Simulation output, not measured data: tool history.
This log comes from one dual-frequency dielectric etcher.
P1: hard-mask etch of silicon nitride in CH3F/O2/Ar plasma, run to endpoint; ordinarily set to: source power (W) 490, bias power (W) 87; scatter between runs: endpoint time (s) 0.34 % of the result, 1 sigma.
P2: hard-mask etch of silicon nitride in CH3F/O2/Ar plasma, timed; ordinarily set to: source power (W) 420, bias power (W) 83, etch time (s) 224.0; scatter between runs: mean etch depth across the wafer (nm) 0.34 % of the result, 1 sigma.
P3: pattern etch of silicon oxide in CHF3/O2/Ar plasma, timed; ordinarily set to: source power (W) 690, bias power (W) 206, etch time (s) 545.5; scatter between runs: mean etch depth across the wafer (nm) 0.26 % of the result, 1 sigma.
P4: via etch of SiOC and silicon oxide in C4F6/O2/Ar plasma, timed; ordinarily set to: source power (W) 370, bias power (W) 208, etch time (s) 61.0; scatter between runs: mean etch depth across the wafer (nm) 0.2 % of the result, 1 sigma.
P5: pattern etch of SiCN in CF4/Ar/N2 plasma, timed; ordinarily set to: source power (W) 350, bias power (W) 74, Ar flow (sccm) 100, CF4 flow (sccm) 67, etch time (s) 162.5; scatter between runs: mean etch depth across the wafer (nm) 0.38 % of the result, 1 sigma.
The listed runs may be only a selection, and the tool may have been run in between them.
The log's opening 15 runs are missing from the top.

run	hour	process that ran	source power (W)	bias power (W)	etch time (s)	Ar flow (sccm)	CF4 flow (sccm)	hours since the last wet clean	hours since the last source power generator calibration	hours since the last bias power generator calibration	endpoint time (s)	mean etch depth across the wafer (nm)
16	165.2	P4	370	208	61.0			394.3	1817.3	2025.5		67.055
17	175.9	P5	450	74	162.5	100	67	405.0	1828.0	2036.2		140.920
18	186.3	P2	540	83	224.0			415.4	1838.4	2046.6		185.710
19	196.4	P1	490	87				425.5	1848.5	2056.7	61.047	
20	207.8	P1	490	115				436.9	1859.9	2068.1	55.104	
21	218.1	P1	490	87				447.2	1870.2	2078.4	61.026	
22	225.3	P1	580	87				454.4	1877.4	2085.6	56.932	
23	231.1	P4	270	208	61.0			460.2	1883.2	2091.4		59.406
24	237.4	P1	300	87				466.5	1889.5	2097.7	73.010	
25	243.1	P3	690	206	545.5			472.2	1895.2	2103.4		1221.700
26	252.3	P1	320	109				481.4	1904.4	2112.6	65.885	
27	265.0	P2	420	83	224.0			494.1	1917.1	2125.3		169.480
28	271.2	P3	690	206	545.5			500.3	1923.3	2131.5		1222.000
29	279.4	P1	490	71				508.5	1931.5	2139.7	65.374	
30	290.0	P1	600	108				519.1	1942.1	2150.3	52.372	
31	301.1	P1	490	87				530.2	1953.2	2161.4	61.053	
32	313.0	P3	690	206	802.5			542.1	1965.1	2173.3		1799.600
33	326.1	P5	350	57	162.5	100	67	555.2	1978.2	2186.4		103.460
34	335.8	P1	490	87				564.9	1987.9	2196.1	60.735	
35	345.2	P1	490	87				574.3	1997.3	2205.5	60.561	
36	357.9	P1	490	87				587.0	2010.0	2218.2	60.644	

The next listed run, before its measurement:
37	370.9	P1	490	87				600.0	2023.0	2231.2	?	

{"run 37": {"endpoint time (s)": 60.397}}
